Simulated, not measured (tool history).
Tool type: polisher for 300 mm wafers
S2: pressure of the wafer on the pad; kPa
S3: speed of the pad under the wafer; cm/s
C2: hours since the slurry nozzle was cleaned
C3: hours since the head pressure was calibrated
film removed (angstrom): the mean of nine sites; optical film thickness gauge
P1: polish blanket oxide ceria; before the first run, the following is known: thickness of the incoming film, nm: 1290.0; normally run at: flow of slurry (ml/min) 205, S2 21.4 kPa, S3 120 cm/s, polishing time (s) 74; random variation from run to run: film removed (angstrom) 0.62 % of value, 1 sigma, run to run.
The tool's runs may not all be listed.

{"run": 1, "day": 0.271, "flow of slurry (ml/min)": 205, "S2": 21.4, "S3": 120, "polishing time (s)": 74, "wafers polished on this pad": 269, "C2": 377.1, "C3": 101.4, "film removed (angstrom)": 4646.4}
{"run": 2, "day": 0.458, "flow of slurry (ml/min)": 205, "S2": 21.4, "S3": 120, "polishing time (s)": 74, "wafers polished on this pad": 316, "C2": 381.6, "C3": 105.9, "film removed (angstrom)": 4676.2}
{"run": 3, "day": 0.733, "flow of slurry (ml/min)": 290, "S2": 21.4, "S3": 120, "polishing time (s)": 74, "wafers polished on this pad": 385, "C2": 388.2, "C3": 112.5, "film removed (angstrom)": 4866.8}
{"run": 4, "day": 0.9, "flow of slurry (ml/min)": 205, "S2": 21.4, "S3": 62, "polishing time (s)": 74, "wafers polished on this pad": 427, "C2": 392.2, "C3": 116.5, "film removed (angstrom)": 2443.0}
{"run": 5, "day": 1.196, "flow of slurry (ml/min)": 205, "S2": 33.1, "S3": 120, "polishing time (s)": 74, "wafers polished on this pad": 501, "C2": 399.3, "C3": 123.6, "film removed (angstrom)": 7167.0}
{"run": 6, "day": 1.412, "flow of slurry (ml/min)": 205, "S2": 21.4, "S3": 120, "polishing time (s)": 74, "wafers polished on this pad": 556, "C2": 404.5, "C3": 128.8, "film removed (angstrom)": 4657.4}
{"day": 1.629, "done": "worn pad replaced by a new one"}
{"run": 7, "day": 1.712, "flow of slurry (ml/min)": 205, "S2": 21.4, "S3": 120, "polishing time (s)": 100, "wafers polished on this pad": 21, "C2": 411.7, "C3": 136.0, "film removed (angstrom)": 6292.2}
{"run": 8, "day": 2.0, "flow of slurry (ml/min)": 125, "S2": 21.4, "S3": 120, "polishing time (s)": 74, "wafers polished on this pad": 93, "C2": 418.6, "C3": 142.9, "film removed (angstrom)": 4276.4}
{"run": 9, "day": 2.317, "flow of slurry (ml/min)": 205, "S2": 21.4, "S3": 178, "polishing time (s)": 74, "wafers polished on this pad": 173, "C2": 426.2, "C3": 150.5, "film removed (angstrom)": 6857.3}
{"run": 10, "day": 2.604, "flow of slurry (ml/min)": 205, "S2": 21.4, "S3": 120, "polishing time (s)": 74, "wafers polished on this pad": 245, "C2": 433.1, "C3": 157.4, "film removed (angstrom)": 4653.2}
{"run": 11, "day": 2.896, "flow of slurry (ml/min)": 205, "S2": 9.7, "S3": 120, "polishing time (s)": 74, "wafers polished on this pad": 318, "C2": 440.1, "C3": 164.4, "film removed (angstrom)": 2087.7}
{"run": 12, "day": 3.092, "flow of slurry (ml/min)": 205, "S2": 21.4, "S3": 120, "polishing time (s)": 36, "wafers polished on this pad": 367, "C2": 444.8, "C3": 169.1, "film removed (angstrom)": 2298.1}
{"run": 13, "day": 3.333, "flow of slurry (ml/min)": 205, "S2": 32.4, "S3": 92, "polishing time (s)": 74, "wafers polished on this pad": 428, "C2": 450.6, "C3": 174.9, "film removed (angstrom)": 5419.7}
{"run": 14, "day": 3.588, "flow of slurry (ml/min)": 205, "S2": 21.4, "S3": 120, "polishing time (s)": 74, "wafers polished on this pad": 492, "C2": 456.7, "C3": 181.0, "film removed (angstrom)": 4670.4}
{"run": 15, "day": 3.846, "flow of slurry (ml/min)": 205, "S2": 21.4, "S3": 120, "polishing time (s)": 74, "wafers polished on this pad": 557, "C2": 462.9, "C3": 187.2, "film removed (angstrom)": 4583.5}
{"run": 16, "day": 3.988, "flow of slurry (ml/min)": 205, "S2": 21.4, "S3": 120, "polishing time (s)": 74, "wafers polished on this pad": 592, "C2": 466.3, "C3": 190.6, "film removed (angstrom)": 4523.0}
{"run": 17, "day": 4.258, "flow of slurry (ml/min)": 205, "S2": 21.4, "S3": 120, "polishing time (s)": 74, "wafers polished on this pad": 660, "C2": 472.8, "C3": 197.1, "film removed (angstrom)": 4526.9}

Run 18 comes next. What will it give?
{"day": 4.346, "done": "worn pad replaced by a new one"}
{"run": 18, "day": 4.467, "flow of slurry (ml/min)": 205, "S2": 21.4, "S3": 120, "polishing time (s)": 74, "wafers polished on this pad": 30, "C2": 477.8, "C3": 202.1, "film removed (angstrom)": "?"}

film removed (angstrom): 4447.5
